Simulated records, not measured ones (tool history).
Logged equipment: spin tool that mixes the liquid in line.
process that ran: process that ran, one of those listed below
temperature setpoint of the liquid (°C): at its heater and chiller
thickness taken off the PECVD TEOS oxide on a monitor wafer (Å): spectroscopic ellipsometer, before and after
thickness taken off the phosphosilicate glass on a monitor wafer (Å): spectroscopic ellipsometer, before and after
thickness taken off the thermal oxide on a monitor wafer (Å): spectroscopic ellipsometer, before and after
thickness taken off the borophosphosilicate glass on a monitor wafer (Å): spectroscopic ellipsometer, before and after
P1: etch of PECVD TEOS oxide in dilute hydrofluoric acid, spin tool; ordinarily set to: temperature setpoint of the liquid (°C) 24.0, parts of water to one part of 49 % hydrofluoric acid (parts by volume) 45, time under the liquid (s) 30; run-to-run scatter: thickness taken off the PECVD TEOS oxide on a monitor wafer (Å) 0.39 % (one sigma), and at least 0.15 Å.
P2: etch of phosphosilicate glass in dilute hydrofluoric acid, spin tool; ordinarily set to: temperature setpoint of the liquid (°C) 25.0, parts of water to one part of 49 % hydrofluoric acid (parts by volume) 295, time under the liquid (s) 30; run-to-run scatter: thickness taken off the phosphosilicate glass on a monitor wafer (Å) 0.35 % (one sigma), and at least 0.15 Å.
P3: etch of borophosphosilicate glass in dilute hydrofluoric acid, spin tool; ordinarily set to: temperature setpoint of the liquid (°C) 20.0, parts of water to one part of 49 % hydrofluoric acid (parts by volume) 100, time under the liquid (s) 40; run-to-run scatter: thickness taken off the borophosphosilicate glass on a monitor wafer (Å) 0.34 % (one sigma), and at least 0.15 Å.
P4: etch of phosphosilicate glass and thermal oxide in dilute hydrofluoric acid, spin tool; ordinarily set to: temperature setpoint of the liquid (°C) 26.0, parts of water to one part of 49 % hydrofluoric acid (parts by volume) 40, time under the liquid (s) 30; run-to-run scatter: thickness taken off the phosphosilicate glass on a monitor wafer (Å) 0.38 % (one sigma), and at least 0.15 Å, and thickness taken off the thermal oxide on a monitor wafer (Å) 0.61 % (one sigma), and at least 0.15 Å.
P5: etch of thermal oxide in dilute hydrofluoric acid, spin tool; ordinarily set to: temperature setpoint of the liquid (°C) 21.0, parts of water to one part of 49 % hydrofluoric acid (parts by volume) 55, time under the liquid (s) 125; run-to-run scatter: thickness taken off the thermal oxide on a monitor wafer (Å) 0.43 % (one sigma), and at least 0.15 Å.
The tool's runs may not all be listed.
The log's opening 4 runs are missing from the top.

run,hour,process that ran,temperature setpoint of the liquid (°C),parts of water to one part of 49 % hydrofluoric acid (parts by volume),time under the liquid (s),hours since the thermometer was replaced,hours since the hydrofluoric acid flow meter was replaced,thickness taken off the PECVD TEOS oxide on a monitor wafer (Å),thickness taken off the phosphosilicate glass on a monitor wafer (Å),thickness taken off the thermal oxide on a monitor wafer (Å),thickness taken off the borophosphosilicate glass on a monitor wafer (Å)
5,57.5,P1,24.0,45,30,1390.1,194.1,181.050,,,
6,66.0,P1,24.0,45,30,1398.6,202.6,180.630,,,
7,73.8,P4,32.0,40,30,1406.4,210.4,,732.380,54.795,
8,88.8,P2,18.0,295,30,1421.4,225.4,,93.653,,
9,98.5,P5,27.0,55,125,1431.1,235.1,,,131.050,
10,114.0,P1,17.0,45,30,1446.6,250.6,134.000,,,
11,123.6,P4,26.0,40,30,1456.2,260.2,,577.520,43.234,
12,139.8,P3,20.0,60,40,1472.4,276.4,,,,385.02
13,147.6,P5,21.0,55,30,1480.2,284.2,,,24.543,
14,157.9,P2,25.0,295,15,1490.5,294.5,,60.776,,
15,170.4,P5,21.0,55,125,1503.0,307.0,,,102.700,
16,177.9,P1,24.0,45,30,1510.5,314.5,181.940,,,
17,189.0,P4,26.0,25,30,1521.6,325.6,,949.310,70.271,
18,199.0,P1,31.5,45,30,1531.6,335.6,244.480,,,
19,215.9,P1,24.0,45,15,1548.5,352.5,90.321,,,
20,223.4,P1,24.0,25,45,1556.0,360.0,501.850,,,
21,238.5,P4,26.0,40,30,1571.1,375.1,,579.390,43.630,
22,252.9,P4,26.0,40,15,1585.5,389.5,,288.430,21.289,
23,261.7,P2,25.0,295,30,1594.3,398.3,,121.250,,

Run 24, settings as shown, results not yet in. Your forecast:
24,270.5,P3,20.0,100,40,1603.1,407.1,,,,?

Run 24 produced thickness taken off the borophosphosilicate glass on a monitor wafer (Å) 219.48.
